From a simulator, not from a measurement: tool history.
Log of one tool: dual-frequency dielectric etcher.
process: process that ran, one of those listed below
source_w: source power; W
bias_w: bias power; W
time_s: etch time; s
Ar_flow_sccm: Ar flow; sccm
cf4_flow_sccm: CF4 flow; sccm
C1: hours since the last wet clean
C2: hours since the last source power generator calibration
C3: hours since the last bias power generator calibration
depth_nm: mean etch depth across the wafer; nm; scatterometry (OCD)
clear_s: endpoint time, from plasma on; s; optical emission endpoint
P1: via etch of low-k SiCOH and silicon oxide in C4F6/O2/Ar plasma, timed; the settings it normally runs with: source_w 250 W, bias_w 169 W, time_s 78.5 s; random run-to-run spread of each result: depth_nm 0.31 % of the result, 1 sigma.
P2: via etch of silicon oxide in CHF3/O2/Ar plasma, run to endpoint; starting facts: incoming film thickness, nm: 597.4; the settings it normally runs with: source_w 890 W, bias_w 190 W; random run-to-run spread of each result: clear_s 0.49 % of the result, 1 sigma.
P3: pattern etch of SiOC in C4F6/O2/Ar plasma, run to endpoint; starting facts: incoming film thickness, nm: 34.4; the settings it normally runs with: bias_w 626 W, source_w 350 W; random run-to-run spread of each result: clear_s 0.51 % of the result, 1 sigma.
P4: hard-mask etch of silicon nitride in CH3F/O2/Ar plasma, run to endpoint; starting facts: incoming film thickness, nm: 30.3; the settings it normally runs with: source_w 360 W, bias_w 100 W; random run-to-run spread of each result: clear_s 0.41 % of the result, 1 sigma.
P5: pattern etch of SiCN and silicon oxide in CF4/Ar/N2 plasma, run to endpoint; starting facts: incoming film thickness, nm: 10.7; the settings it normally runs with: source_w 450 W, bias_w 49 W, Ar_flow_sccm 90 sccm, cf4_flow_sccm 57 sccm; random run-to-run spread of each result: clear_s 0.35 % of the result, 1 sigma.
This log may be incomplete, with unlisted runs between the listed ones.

run 1 hour=2.8 | process=P1 source_w=250 bias_w=169 time_s=78.5 | C1=247.7 C2=3215.2 C3=1468.5 | depth_nm=180.53
run 2 hour=5.1 | process=P5 source_w=450 bias_w=29 Ar_flow_sccm=90 cf4_flow_sccm=57 | C1=250 C2=3217.5 C3=1470.8 | clear_s=16.76
run 3 hour=8.5 | process=P5 source_w=450 bias_w=49 Ar_flow_sccm=90 cf4_flow_sccm=57 | C1=253.4 C2=3220.9 C3=1474.2 | clear_s=14.499
run 4 hour=11.1 | process=P4 source_w=360 bias_w=100 | C1=256 C2=3223.5 C3=1476.8 | clear_s=40.664
run 5 hour=14.9 | process=P4 source_w=280 bias_w=100 | C1=259.8 C2=3227.3 C3=1480.6 | clear_s=44.812
run 6 hour=18.7 | process=P1 source_w=160 bias_w=169 time_s=78.5 | C1=263.6 C2=3231.1 C3=1484.4 | depth_nm=151.65
run 7 hour=21.1 | process=P5 source_w=450 bias_w=49 Ar_flow_sccm=72 cf4_flow_sccm=57 | C1=266 C2=3233.5 C3=1486.8 | clear_s=13.861
run 8 hour=24.2 | process=P4 source_w=360 bias_w=135 | C1=269.1 C2=3236.6 C3=1489.9 | clear_s=36.293
run 9 hour=28.6 | process=P3 source_w=350 bias_w=626 | C1=273.5 C2=3241 C3=1494.3 | clear_s=10.833
run 10 hour=33.4 | process=P1 source_w=250 bias_w=169 time_s=78.5 | C1=278.3 C2=3245.8 C3=1499.1 | depth_nm=180.62
run 11 hour=36.6 | process=P5 source_w=590 bias_w=49 Ar_flow_sccm=90 cf4_flow_sccm=57 | C1=281.5 C2=3249 C3=1502.3 | clear_s=11.394
run 12 hour=40.3 | process=P1 source_w=340 bias_w=169 time_s=78.5 | C1=285.2 C2=3252.7 C3=1506 | depth_nm=203.77
run 13 hour=42.8 | process=P1 source_w=250 bias_w=109 time_s=78.5 | C1=287.7 C2=3255.2 C3=1508.5 | depth_nm=157.3
-- hour=43.4 source power generator calibrated
run 14 hour=46.9 | process=P1 source_w=250 bias_w=169 time_s=78.5 | C1=291.8 C2=3.6 C3=1512.6 | depth_nm=180.57
run 15 hour=49.4 | process=P1 source_w=250 bias_w=169 time_s=78.5 | C1=294.3 C2=6.1 C3=1515.1 | depth_nm=180.88
run 16 hour=54 | process=P3 source_w=470 bias_w=626 | C1=298.9 C2=10.7 C3=1519.7 | clear_s=9.637
run 17 hour=58.3 | process=P3 source_w=350 bias_w=784 | C1=303.2 C2=15 C3=1524 | clear_s=9.8592
run 18 hour=60.8 | process=P5 source_w=450 bias_w=49 Ar_flow_sccm=90 cf4_flow_sccm=45 | C1=305.7 C2=17.5 C3=1526.5 | clear_s=14.971
run 19 hour=65.5 | process=P1 source_w=250 bias_w=169 time_s=49 | C1=310.4 C2=22.2 C3=1531.2 | depth_nm=113.04
run 20 hour=69 | process=P1 source_w=300 bias_w=110 time_s=78.5 | C1=313.9 C2=25.7 C3=1534.7 | depth_nm=169.77
run 21 hour=73 | process=P2 source_w=890 bias_w=151 | C1=317.9 C2=29.7 C3=1538.7 | clear_s=270.97
run 22 hour=75.1 | process=P2 source_w=700 bias_w=190 | C1=320 C2=31.8 C3=1540.8 | clear_s=277.92
run 23 hour=78.2 | process=P1 source_w=250 bias_w=127 time_s=59.5 | C1=323.1 C2=34.9 C3=1543.9 | depth_nm=125.78
run 24 hour=80.4 | process=P1 source_w=330 bias_w=169 time_s=97 | C1=325.3 C2=37.1 C3=1546.1 | depth_nm=247.11
run 25 hour=85.1 | process=P1 source_w=250 bias_w=169 time_s=97 | C1=330 C2=41.8 C3=1550.8 | depth_nm=223.54
run 26 hour=88.4 | process=P1 source_w=250 bias_w=226 time_s=78.5 | C1=333.3 C2=45.1 C3=1554.1 | depth_nm=198.41
run 27 hour=90.8 | process=P2 source_w=890 bias_w=190 | C1=335.7 C2=47.5 C3=1556.5 | clear_s=254.16
run 28 hour=94.5 | process=P1 source_w=250 bias_w=169 time_s=78.5 | C1=339.4 C2=51.2 C3=1560.2 | depth_nm=180.32

Expected results for the next run?
run 29 hour=98.6 | process=P1 source_w=250 bias_w=169 time_s=78.5 | C1=343.5 C2=55.3 C3=1564.3 | depth_nm=?

Run 29 measured depth_nm 180.66 nm.
